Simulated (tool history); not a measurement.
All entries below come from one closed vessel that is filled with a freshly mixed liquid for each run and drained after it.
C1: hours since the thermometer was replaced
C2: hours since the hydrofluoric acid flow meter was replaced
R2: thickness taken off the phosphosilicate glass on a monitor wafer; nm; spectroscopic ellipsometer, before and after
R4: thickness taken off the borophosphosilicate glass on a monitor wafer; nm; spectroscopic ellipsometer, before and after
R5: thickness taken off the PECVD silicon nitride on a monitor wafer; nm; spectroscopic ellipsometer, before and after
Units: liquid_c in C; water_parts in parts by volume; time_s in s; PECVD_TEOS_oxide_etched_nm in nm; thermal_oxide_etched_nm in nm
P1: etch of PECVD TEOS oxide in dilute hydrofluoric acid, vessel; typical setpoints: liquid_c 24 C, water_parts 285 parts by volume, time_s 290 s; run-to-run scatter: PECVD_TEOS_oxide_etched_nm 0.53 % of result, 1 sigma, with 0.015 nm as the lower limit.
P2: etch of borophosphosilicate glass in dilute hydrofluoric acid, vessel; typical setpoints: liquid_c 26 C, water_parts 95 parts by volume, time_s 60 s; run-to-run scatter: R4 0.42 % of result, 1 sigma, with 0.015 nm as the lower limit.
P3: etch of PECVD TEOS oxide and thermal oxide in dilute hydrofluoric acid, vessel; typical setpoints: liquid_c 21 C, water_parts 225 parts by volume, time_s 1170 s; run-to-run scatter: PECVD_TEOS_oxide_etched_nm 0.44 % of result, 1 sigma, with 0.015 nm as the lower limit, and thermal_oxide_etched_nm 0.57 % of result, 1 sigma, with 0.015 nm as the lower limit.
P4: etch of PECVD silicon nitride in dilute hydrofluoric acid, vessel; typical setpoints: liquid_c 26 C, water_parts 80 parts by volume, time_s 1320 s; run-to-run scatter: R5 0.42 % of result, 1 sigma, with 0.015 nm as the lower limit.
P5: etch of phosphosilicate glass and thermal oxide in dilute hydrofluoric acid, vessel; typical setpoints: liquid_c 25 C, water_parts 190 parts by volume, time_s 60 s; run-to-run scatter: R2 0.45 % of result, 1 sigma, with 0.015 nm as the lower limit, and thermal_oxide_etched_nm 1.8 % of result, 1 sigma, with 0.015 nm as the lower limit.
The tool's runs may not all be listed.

run 1 day=0.471 | process=P1 liquid_c=24 water_parts=285 time_s=290 | C1=523.4 C2=397.1 | PECVD_TEOS_oxide_etched_nm=22.677
run 2 day=0.846 | process=P1 liquid_c=19.5 water_parts=285 time_s=290 | C1=532.4 C2=406.1 | PECVD_TEOS_oxide_etched_nm=19.547
run 3 day=1.129 | process=P1 liquid_c=24 water_parts=390 time_s=30 | C1=539.2 C2=412.9 | PECVD_TEOS_oxide_etched_nm=1.5564
run 4 day=1.588 | process=P1 liquid_c=32 water_parts=435 time_s=290 | C1=550.2 C2=423.9 | PECVD_TEOS_oxide_etched_nm=16.353
run 5 day=2.142 | process=P5 liquid_c=25 water_parts=190 time_s=100 | C1=563.5 C2=437.2 | R2=98.162 thermal_oxide_etched_nm=2.1622
run 6 day=2.517 | process=P1 liquid_c=28.5 water_parts=285 time_s=95 | C1=572.5 C2=446.2 | PECVD_TEOS_oxide_etched_nm=8.643
run 7 day=2.908 | process=P2 liquid_c=26 water_parts=95 time_s=30 | C1=581.9 C2=455.6 | R4=19.936
run 8 day=3.167 | process=P4 liquid_c=26 water_parts=120 time_s=1320 | C1=588.1 C2=461.8 | R5=27.309
run 9 day=3.633 | process=P5 liquid_c=25 water_parts=190 time_s=60 | C1=599.3 C2=473 | R2=58.64 thermal_oxide_etched_nm=1.2875
run 10 day=3.929 | process=P1 liquid_c=24 water_parts=120 time_s=290 | C1=606.4 C2=480.1 | PECVD_TEOS_oxide_etched_nm=65.029
run 11 day=4.421 | process=P2 liquid_c=31.5 water_parts=95 time_s=60 | C1=618.2 C2=491.9 | R4=49.07
run 12 day=4.875 | process=P3 liquid_c=17 water_parts=225 time_s=1170 | C1=629.1 C2=502.8 | PECVD_TEOS_oxide_etched_nm=47.429 thermal_oxide_etched_nm=16.464
run 13 day=5.258 | process=P1 liquid_c=24 water_parts=285 time_s=80 | C1=638.3 C2=512 | PECVD_TEOS_oxide_etched_nm=6.2996
run 14 day=5.592 | process=P1 liquid_c=24 water_parts=285 time_s=290 | C1=646.3 C2=520 | PECVD_TEOS_oxide_etched_nm=22.904
run 15 day=5.979 | process=P3 liquid_c=21 water_parts=370 time_s=1170 | C1=655.6 C2=529.3 | PECVD_TEOS_oxide_etched_nm=29.259 thermal_oxide_etched_nm=10.262
run 16 day=6.408 | process=P1 liquid_c=24 water_parts=285 time_s=290 | C1=665.9 C2=539.6 | PECVD_TEOS_oxide_etched_nm=22.802
run 17 day=6.812 | process=P2 liquid_c=26 water_parts=25 time_s=60 | C1=675.6 C2=549.3 | R4=166.33
run 18 day=7.3 | process=P5 liquid_c=25 water_parts=85 time_s=60 | C1=687.3 C2=561 | R2=150.2 thermal_oxide_etched_nm=3.1845
run 19 day=7.858 | process=P1 liquid_c=24 water_parts=285 time_s=290 | C1=700.7 C2=574.4 | PECVD_TEOS_oxide_etched_nm=23.087
run 20 day=8.317 | process=P1 liquid_c=30.5 water_parts=285 time_s=290 | C1=711.7 C2=585.4 | PECVD_TEOS_oxide_etched_nm=28.384
run 21 day=8.6 | process=P1 liquid_c=24 water_parts=470 time_s=290 | C1=718.5 C2=592.2 | PECVD_TEOS_oxide_etched_nm=11.665
run 22 day=8.879 | process=P5 liquid_c=17.5 water_parts=190 time_s=60 | C1=725.2 C2=598.9 | R2=43.817 thermal_oxide_etched_nm=0.9582
run 23 day=9.388 | process=P4 liquid_c=26 water_parts=80 time_s=65 | C1=737.4 C2=611.1 | R5=2.0342
run 24 day=9.9 | process=P2 liquid_c=26 water_parts=95 time_s=60 | C1=749.7 C2=623.4 | R4=39.711
run 25 day=10.379 | process=P1 liquid_c=24 water_parts=285 time_s=290 | C1=761.2 C2=634.9 | PECVD_TEOS_oxide_etched_nm=22.701
run 26 day=10.75 | process=P3 liquid_c=21 water_parts=225 time_s=1170 | C1=770.1 C2=643.8 | PECVD_TEOS_oxide_etched_nm=55.415 thermal_oxide_etched_nm=19.25
run 27 day=11.204 | process=P4 liquid_c=26 water_parts=80 time_s=1320 | C1=781 C2=654.7 | R5=40.905
run 28 day=11.579 | process=P1 liquid_c=24 water_parts=285 time_s=460 | C1=790 C2=663.7 | PECVD_TEOS_oxide_etched_nm=36.036
run 29 day=11.908 | process=P4 liquid_c=18.5 water_parts=80 time_s=1320 | C1=797.9 C2=671.6 | R5=24.855
run 30 day=12.425 | process=P3 liquid_c=21 water_parts=225 time_s=1715 | C1=810.3 C2=684 | PECVD_TEOS_oxide_etched_nm=81.65 thermal_oxide_etched_nm=28.533
run 31 day=12.725 | process=P1 liquid_c=24 water_parts=285 time_s=290 | C1=817.5 C2=691.2 | PECVD_TEOS_oxide_etched_nm=22.773
run 32 day=13.088 | process=P1 liquid_c=24 water_parts=285 time_s=290 | C1=826.2 C2=699.9 | PECVD_TEOS_oxide_etched_nm=22.823
run 33 day=13.471 | process=P1 liquid_c=24 water_parts=285 time_s=290 | C1=835.4 C2=709.1 | PECVD_TEOS_oxide_etched_nm=22.296
run 34 day=13.754 | process=P1 liquid_c=24 water_parts=285 time_s=290 | C1=842.2 C2=715.9 | PECVD_TEOS_oxide_etched_nm=21.993
run 35 day=14.208 | process=P1 liquid_c=24 water_parts=285 time_s=290 | C1=853.1 C2=726.8 | PECVD_TEOS_oxide_etched_nm=21.851
run 36 day=14.662 | process=P1 liquid_c=24 water_parts=285 time_s=290 | C1=864 C2=737.7 | PECVD_TEOS_oxide_etched_nm=21.628
run 37 day=15.025 | process=P1 liquid_c=24 water_parts=285 time_s=290 | C1=872.7 C2=746.4 | PECVD_TEOS_oxide_etched_nm=21.763
run 38 day=15.408 | process=P1 liquid_c=24 water_parts=285 time_s=290 | C1=881.9 C2=755.6 | PECVD_TEOS_oxide_etched_nm=21.685

The output of P1 has drifted from where it used to be. Each of the 2 causes below, taken at the size shown beside it, accounts for the log equally well:
A: liquid colder than its thermometer reads (K) = 1.45
B: hydrofluoric acid flow below the setpoint (%) = 3.91
The creep began at about day 13.088.

Listed below are the offered check runs, one wafer per run, with question marks in place of results. For which of them would the causes give clearly different outcomes?
run check 1 day=15.792 | process=P2 liquid_c=30.5 water_parts=95 time_s=30 | R4=?
run check 2 day=15.792 | process=P4 liquid_c=19.5 water_parts=80 time_s=370 | R5=?
run check 3 day=15.792 | process=P5 liquid_c=17.5 water_parts=190 time_s=60 | R2=? thermal_oxide_etched_nm=?
run check 4 day=15.792 | process=P3 liquid_c=21 water_parts=370 time_s=1170 | PECVD_TEOS_oxide_etched_nm=? thermal_oxide_etched_nm=?

Expected result of each check under each candidate cause:
check=check_1 result=R4 if_A=22.401 if_B=22.609
check=check_2 result=R5 if_A=6.711 if_B=7.1369
check=check_3 result=R2 if_A=41.74 if_B=42.21
check=check_3 result=thermal_oxide_etched_nm if_A=0.91014 if_B=0.92039
check=check_4 result=PECVD_TEOS_oxide_etched_nm if_A=28.078 if_B=28.024
check=check_4 result=thermal_oxide_etched_nm if_A=9.7552 if_B=9.7363
Minimum pairwise separation of causes per check, each pair taken at its best-separating result: check 1 0.92 %; check 2 6.15 %; check 3 1.12 %; check 4 0.19 %
The other checks would show nearly matching results whichever cause is true, so check 2 is the only one that separates the causes.

Then check 2 was run and gave: R5 7.1841 nm. Which cause is it?

Of the candidate causes, it is B: hydrofluoric acid flow below the setpoint (%).

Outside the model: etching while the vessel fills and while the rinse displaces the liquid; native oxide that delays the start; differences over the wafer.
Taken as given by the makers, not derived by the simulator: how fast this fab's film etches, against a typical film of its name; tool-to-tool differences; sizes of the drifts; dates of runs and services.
